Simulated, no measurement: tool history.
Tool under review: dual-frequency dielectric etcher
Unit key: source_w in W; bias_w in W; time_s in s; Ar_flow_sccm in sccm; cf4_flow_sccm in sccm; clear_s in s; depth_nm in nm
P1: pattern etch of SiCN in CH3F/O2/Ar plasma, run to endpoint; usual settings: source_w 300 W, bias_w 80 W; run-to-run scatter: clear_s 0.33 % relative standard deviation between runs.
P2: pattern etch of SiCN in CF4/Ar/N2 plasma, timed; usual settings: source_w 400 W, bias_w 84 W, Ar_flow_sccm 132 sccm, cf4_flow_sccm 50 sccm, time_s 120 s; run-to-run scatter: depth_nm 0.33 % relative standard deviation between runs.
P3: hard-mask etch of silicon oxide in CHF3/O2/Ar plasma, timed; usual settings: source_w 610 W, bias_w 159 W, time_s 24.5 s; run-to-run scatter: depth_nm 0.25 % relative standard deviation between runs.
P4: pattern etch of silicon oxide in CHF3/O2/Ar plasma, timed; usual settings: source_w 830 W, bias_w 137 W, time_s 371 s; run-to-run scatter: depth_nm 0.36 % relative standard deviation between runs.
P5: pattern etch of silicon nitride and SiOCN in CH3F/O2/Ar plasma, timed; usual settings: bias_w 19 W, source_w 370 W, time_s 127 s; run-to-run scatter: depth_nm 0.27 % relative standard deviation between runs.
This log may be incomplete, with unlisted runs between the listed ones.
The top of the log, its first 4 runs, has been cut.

run   hour  process  source_w  bias_w  time_s  Ar_flow_sccm  cf4_flow_sccm  hours since the last wet clean  hours since the last source power generator calibration  hours since the last bias power generator calibration  clear_s  depth_nm
  5   63.5       P2       400     102     120           132             50                           267.4                                                    948.5                                                  629.3             95.168
  6     81       P2       400      84     120           132             71                           284.9                                                      966                                                  646.8             92.035
  7   94.6       P2       400      84     120           132             50                           298.5                                                    979.6                                                  660.4             88.243
  8  109.3       P5       370      19     127                                                        313.2                                                    994.3                                                  675.1             15.497
  9  121.8       P3       610     159    17.5                                                        325.7                                                   1006.8                                                  687.6             32.835
 10  140.2       P2       280      84     120           132             50                           344.1                                                   1025.2                                                    706             64.564
 11  157.3       P1       300      80                                                                361.2                                                   1042.3                                                  723.1   26.247
 12  175.8       P5       250      19     127                                                        379.7                                                   1060.8                                                  741.6              13.44
 13  186.4       P2       400      84     120           132             50                           390.3                                                   1071.4                                                  752.2             88.322
     187.8  -- source power generator calibrated
 14  200.5       P5       370      19     127                                                        404.4                                                     12.7                                                  766.3             15.472
 15  216.9       P1       170      80                                                                420.8                                                     29.1                                                  782.7   32.404
 16  232.2       P3       610     159    24.5                                                        436.1                                                     44.4                                                    798             45.737
 17  247.1       P5       370      19      72                                                          451                                                     59.3                                                  812.9             8.7741
 18  265.2       P1       300      97                                                                469.1                                                     77.4                                                    831   24.389
 19  284.4       P1       300      80                                                                488.3                                                     96.6                                                  850.2   26.237
 20  299.9       P2       400      84     120           186             50                           503.8                                                    112.1                                                  865.7             83.575
 21  316.4       P4      1000     137     371                                                        520.3                                                    128.6                                                  882.2             789.47
 22  325.3       P3       730     159    24.5                                                        529.2                                                    137.5                                                  891.1             49.326
 23  341.8       P1       380      49                                                                545.7                                                      154                                                  907.6   28.642

Run 24, settings as shown, results not yet in. Your forecast:
 24  350.1       P1       300      50                                                                  554                                                    162.3                                                  915.9        ?

{"run 24": {"clear_s": 30.923}}
